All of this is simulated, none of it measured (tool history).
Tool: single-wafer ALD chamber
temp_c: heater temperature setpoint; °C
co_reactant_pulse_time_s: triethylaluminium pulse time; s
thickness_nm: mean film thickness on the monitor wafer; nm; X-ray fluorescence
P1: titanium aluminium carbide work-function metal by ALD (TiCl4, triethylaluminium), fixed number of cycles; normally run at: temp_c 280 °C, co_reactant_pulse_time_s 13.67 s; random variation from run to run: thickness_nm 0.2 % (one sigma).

run	hour	temp_c	co_reactant_pulse_time_s	hours since the last thermocouple change	hours since the last triethylaluminium bottle change	thickness_nm
1	7.5	280	13.67	754.0	183.6	1.9190
2	16.5	280	13.67	763.0	192.6	1.9180
3	27.1	280	22.06	773.6	203.2	1.9403
4	35.0	268	5.76	781.5	211.1	1.5762
5	51.3	280	13.67	797.8	227.4	1.9221
6	66.3	280	9.03	812.8	242.4	1.8419
7	80.5	280	13.67	827.0	256.6	1.9090
8	92.5	305	13.67	839.0	268.6	2.1372
9	100.8	263	13.67	847.3	276.9	1.7669
10	112.7	280	13.67	859.2	288.8	1.9129
11	123.6	280	13.67	870.1	299.7	1.9178
12	135.6	280	13.67	882.1	311.7	1.9079

The next listed run, before its measurement:
13	142.7	280	13.67	889.2	318.8	?

thickness_nm: 1.8959 nm

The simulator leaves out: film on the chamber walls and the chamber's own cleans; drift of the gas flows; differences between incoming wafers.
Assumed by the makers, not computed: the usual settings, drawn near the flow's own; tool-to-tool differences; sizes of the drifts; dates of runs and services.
